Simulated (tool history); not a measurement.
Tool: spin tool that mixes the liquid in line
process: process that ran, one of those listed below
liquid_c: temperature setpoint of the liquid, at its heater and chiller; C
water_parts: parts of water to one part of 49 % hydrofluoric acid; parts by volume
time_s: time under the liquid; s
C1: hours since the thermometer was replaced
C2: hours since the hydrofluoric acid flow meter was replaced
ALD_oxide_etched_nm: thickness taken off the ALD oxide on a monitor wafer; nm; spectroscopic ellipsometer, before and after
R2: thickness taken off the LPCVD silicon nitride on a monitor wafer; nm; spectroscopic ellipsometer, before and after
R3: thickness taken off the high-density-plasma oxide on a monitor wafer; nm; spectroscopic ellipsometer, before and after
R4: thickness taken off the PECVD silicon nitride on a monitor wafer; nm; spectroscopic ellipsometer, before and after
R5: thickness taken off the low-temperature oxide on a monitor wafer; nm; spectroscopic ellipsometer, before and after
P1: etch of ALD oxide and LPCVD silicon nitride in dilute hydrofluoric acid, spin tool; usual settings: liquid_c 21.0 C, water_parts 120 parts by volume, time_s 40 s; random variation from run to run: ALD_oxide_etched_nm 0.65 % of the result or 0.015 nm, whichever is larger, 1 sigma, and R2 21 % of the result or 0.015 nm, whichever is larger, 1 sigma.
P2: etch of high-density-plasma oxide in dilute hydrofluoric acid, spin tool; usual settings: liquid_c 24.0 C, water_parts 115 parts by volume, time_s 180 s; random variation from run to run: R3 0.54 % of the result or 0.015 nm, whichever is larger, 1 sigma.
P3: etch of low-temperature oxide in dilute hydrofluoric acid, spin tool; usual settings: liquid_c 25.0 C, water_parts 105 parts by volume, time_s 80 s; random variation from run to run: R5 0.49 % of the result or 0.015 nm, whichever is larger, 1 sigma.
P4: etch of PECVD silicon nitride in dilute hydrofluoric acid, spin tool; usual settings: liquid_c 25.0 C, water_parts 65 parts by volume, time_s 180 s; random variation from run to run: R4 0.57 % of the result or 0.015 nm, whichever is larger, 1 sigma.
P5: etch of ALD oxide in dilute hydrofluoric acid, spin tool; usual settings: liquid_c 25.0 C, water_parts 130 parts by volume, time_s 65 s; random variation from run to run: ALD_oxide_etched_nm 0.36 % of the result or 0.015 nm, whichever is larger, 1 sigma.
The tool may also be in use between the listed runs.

{"run": 1, "hour": 3.8, "process": "P1", "liquid_c": 21.0, "water_parts": 120, "time_s": 40, "C1": 257.5, "C2": 154.1, "ALD_oxide_etched_nm": 4.0149, "R2": 0.12208}
{"run": 2, "hour": 7.6, "process": "P1", "liquid_c": 21.0, "water_parts": 120, "time_s": 75, "C1": 261.3, "C2": 157.9, "ALD_oxide_etched_nm": 7.4686, "R2": 0.22104}
{"run": 3, "hour": 12.9, "process": "P2", "liquid_c": 24.0, "water_parts": 115, "time_s": 180, "C1": 266.6, "C2": 163.2, "R3": 9.6471}
{"run": 4, "hour": 16.4, "process": "P1", "liquid_c": 21.0, "water_parts": 220, "time_s": 40, "C1": 270.1, "C2": 166.7, "ALD_oxide_etched_nm": 1.9993, "R2": 0.062832}
{"run": 5, "hour": 20.3, "process": "P1", "liquid_c": 28.0, "water_parts": 120, "time_s": 75, "C1": 274.0, "C2": 170.6, "ALD_oxide_etched_nm": 9.9112, "R2": 0.44348}
{"run": 6, "hour": 24.3, "process": "P1", "liquid_c": 21.0, "water_parts": 205, "time_s": 60, "C1": 278.0, "C2": 174.6, "ALD_oxide_etched_nm": 3.2552, "R2": 0.1198}
{"run": 7, "hour": 28.6, "process": "P4", "liquid_c": 25.0, "water_parts": 65, "time_s": 180, "C1": 282.3, "C2": 178.9, "R4": 7.5284}
{"run": 8, "hour": 33.4, "process": "P1", "liquid_c": 25.5, "water_parts": 120, "time_s": 40, "C1": 287.1, "C2": 183.7, "ALD_oxide_etched_nm": 4.7849, "R2": 0.17478}
{"run": 9, "hour": 38.2, "process": "P2", "liquid_c": 24.0, "water_parts": 115, "time_s": 365, "C1": 291.9, "C2": 188.5, "R3": 19.401}
{"run": 10, "hour": 41.0, "process": "P1", "liquid_c": 21.0, "water_parts": 55, "time_s": 40, "C1": 294.7, "C2": 191.3, "ALD_oxide_etched_nm": 9.4637, "R2": 0.30478}
{"run": 11, "hour": 43.6, "process": "P2", "liquid_c": 24.0, "water_parts": 115, "time_s": 180, "C1": 297.3, "C2": 193.9, "R3": 9.6336}
{"run": 12, "hour": 47.8, "process": "P4", "liquid_c": 25.0, "water_parts": 20, "time_s": 180, "C1": 301.5, "C2": 198.1, "R4": 23.529}
{"run": 13, "hour": 50.9, "process": "P5", "liquid_c": 29.0, "water_parts": 130, "time_s": 65, "C1": 304.6, "C2": 201.2, "ALD_oxide_etched_nm": 18.834}
{"run": 14, "hour": 56.3, "process": "P4", "liquid_c": 25.0, "water_parts": 65, "time_s": 350, "C1": 310.0, "C2": 206.6, "R4": 14.772}
{"run": 15, "hour": 58.8, "process": "P3", "liquid_c": 25.0, "water_parts": 105, "time_s": 80, "C1": 312.5, "C2": 209.1, "R5": 11.245}
{"run": 16, "hour": 61.5, "process": "P3", "liquid_c": 25.0, "water_parts": 105, "time_s": 15, "C1": 315.2, "C2": 211.8, "R5": 2.0903}
{"run": 17, "hour": 66.1, "process": "P3", "liquid_c": 30.0, "water_parts": 105, "time_s": 80, "C1": 319.8, "C2": 216.4, "R5": 13.592}
{"run": 18, "hour": 69.7, "process": "P2", "liquid_c": 24.0, "water_parts": 180, "time_s": 180, "C1": 323.4, "C2": 220.0, "R3": 5.6688}
{"run": 19, "hour": 74.9, "process": "P3", "liquid_c": 25.0, "water_parts": 105, "time_s": 80, "C1": 328.6, "C2": 225.2, "R5": 11.118}
{"run": 20, "hour": 80.4, "process": "P4", "liquid_c": 33.5, "water_parts": 65, "time_s": 180, "C1": 334.1, "C2": 230.7, "R4": 12.914}
{"run": 21, "hour": 83.3, "process": "P1", "liquid_c": 25.5, "water_parts": 185, "time_s": 40, "C1": 337.0, "C2": 233.6, "ALD_oxide_etched_nm": 2.874, "R2": 0.16903}
{"run": 22, "hour": 86.7, "process": "P1", "liquid_c": 21.0, "water_parts": 120, "time_s": 15, "C1": 340.4, "C2": 237.0, "ALD_oxide_etched_nm": 1.4943, "R2": 0.045605}
{"run": 23, "hour": 91.2, "process": "P3", "liquid_c": 25.0, "water_parts": 150, "time_s": 80, "C1": 344.9, "C2": 241.5, "R5": 7.3868}
{"run": 24, "hour": 95.3, "process": "P1", "liquid_c": 21.0, "water_parts": 120, "time_s": 40, "C1": 349.0, "C2": 245.6, "ALD_oxide_etched_nm": 3.9815, "R2": 0.099056}
{"run": 25, "hour": 99.1, "process": "P5", "liquid_c": 25.0, "water_parts": 130, "time_s": 30, "C1": 352.8, "C2": 249.4, "ALD_oxide_etched_nm": 7.4704}
{"run": 26, "hour": 103.0, "process": "P1", "liquid_c": 21.0, "water_parts": 120, "time_s": 40, "C1": 356.7, "C2": 253.3, "ALD_oxide_etched_nm": 4.0619, "R2": 0.19028}
{"run": 27, "hour": 105.5, "process": "P1", "liquid_c": 17.0, "water_parts": 120, "time_s": 40, "C1": 359.2, "C2": 255.8, "ALD_oxide_etched_nm": 3.4339, "R2": 0.10929}
{"run": 28, "hour": 109.8, "process": "P1", "liquid_c": 21.0, "water_parts": 120, "time_s": 40, "C1": 363.5, "C2": 260.1, "ALD_oxide_etched_nm": 3.9746, "R2": 0.17389}
{"run": 29, "hour": 114.5, "process": "P5", "liquid_c": 25.0, "water_parts": 130, "time_s": 65, "C1": 368.2, "C2": 264.8, "ALD_oxide_etched_nm": 16.099}
{"run": 30, "hour": 118.0, "process": "P2", "liquid_c": 17.0, "water_parts": 115, "time_s": 180, "C1": 371.7, "C2": 268.3, "R3": 7.295}
{"run": 31, "hour": 122.8, "process": "P5", "liquid_c": 25.0, "water_parts": 55, "time_s": 65, "C1": 376.5, "C2": 273.1, "ALD_oxide_etched_nm": 42.175}
{"run": 32, "hour": 128.1, "process": "P5", "liquid_c": 25.0, "water_parts": 130, "time_s": 65, "C1": 381.8, "C2": 278.4, "ALD_oxide_etched_nm": 16.16}
{"run": 33, "hour": 131.6, "process": "P1", "liquid_c": 21.0, "water_parts": 120, "time_s": 40, "C1": 385.3, "C2": 281.9, "ALD_oxide_etched_nm": 4.0267, "R2": 0.12034}
{"run": 34, "hour": 136.1, "process": "P1", "liquid_c": 21.0, "water_parts": 120, "time_s": 40, "C1": 389.8, "C2": 286.4, "ALD_oxide_etched_nm": 4.0903, "R2": 0.043799}
{"run": 35, "hour": 140.3, "process": "P1", "liquid_c": 21.0, "water_parts": 120, "time_s": 40, "C1": 394.0, "C2": 290.6, "ALD_oxide_etched_nm": 3.8561, "R2": 0.15548}
{"run": 36, "hour": 144.1, "process": "P1", "liquid_c": 21.0, "water_parts": 120, "time_s": 40, "C1": 397.8, "C2": 294.4, "ALD_oxide_etched_nm": 3.8286, "R2": 0.044414}
{"run": 37, "hour": 148.1, "process": "P1", "liquid_c": 21.0, "water_parts": 120, "time_s": 40, "C1": 401.8, "C2": 298.4, "ALD_oxide_etched_nm": 3.7838, "R2": 0.10794}
{"run": 38, "hour": 153.2, "process": "P1", "liquid_c": 21.0, "water_parts": 120, "time_s": 40, "C1": 406.9, "C2": 303.5, "ALD_oxide_etched_nm": 3.7822, "R2": 0.066859}
{"run": 39, "hour": 158.2, "process": "P1", "liquid_c": 21.0, "water_parts": 120, "time_s": 40, "C1": 411.9, "C2": 308.5, "ALD_oxide_etched_nm": 3.7564, "R2": 0.12327}
{"run": 40, "hour": 162.5, "process": "P1", "liquid_c": 21.0, "water_parts": 120, "time_s": 40, "C1": 416.2, "C2": 312.8, "ALD_oxide_etched_nm": 3.7212, "R2": 0.092505}
{"run": 41, "hour": 167.7, "process": "P1", "liquid_c": 21.0, "water_parts": 120, "time_s": 40, "C1": 421.4, "C2": 318.0, "ALD_oxide_etched_nm": 3.6352, "R2": 0.13614}
{"run": 42, "hour": 170.7, "process": "P1", "liquid_c": 21.0, "water_parts": 120, "time_s": 40, "C1": 424.4, "C2": 321.0, "ALD_oxide_etched_nm": 3.7286, "R2": 0.092731}

What P1 gives has crept away from where it was. These 2 causes fit the log equally well, each at the size given:
A: hydrofluoric acid flow below the setpoint (%) = 6.71
B: liquid colder than its thermometer reads (K) = 1.95
The creep began at about hour 136.1.

4 check runs are offered, one wafer each, their results left as question marks. Which one tells the causes apart?
{"run": "check 1", "hour": 173.7, "process": "P2", "liquid_c": 21.0, "water_parts": 170, "time_s": 180, "R3": "?"}
{"run": "check 2", "hour": 173.7, "process": "P4", "liquid_c": 32.5, "water_parts": 65, "time_s": 340, "R4": "?"}
{"run": "check 3", "hour": 173.7, "process": "P3", "liquid_c": 25.0, "water_parts": 145, "time_s": 30, "R5": "?"}
{"run": "check 4", "hour": 173.7, "process": "P5", "liquid_c": 25.0, "water_parts": 70, "time_s": 65, "ALD_oxide_etched_nm": "?"}

What each check would give under each cause:
check=check_1 result=R3 if_A=5.0203 if_B=5.0478
check=check_2 result=R4 if_A=21.5250 if_B=20.4030
check=check_3 result=R5 if_A=2.6709 if_B=2.6894
check=check_4 result=ALD_oxide_etched_nm if_A=30.0450 if_B=29.9550
How far apart the two closest causes lie, in the result that separates them most: check 1 0.55 %; check 2 5.35 %; check 3 0.69 %; check 4 0.3 %
Check 2 tells the causes apart: in the others they would give nearly the same result.

Check 2 was then run and gave: R4 21.3870 nm. Which cause is it?

It is A: hydrofluoric acid flow below the setpoint (%).
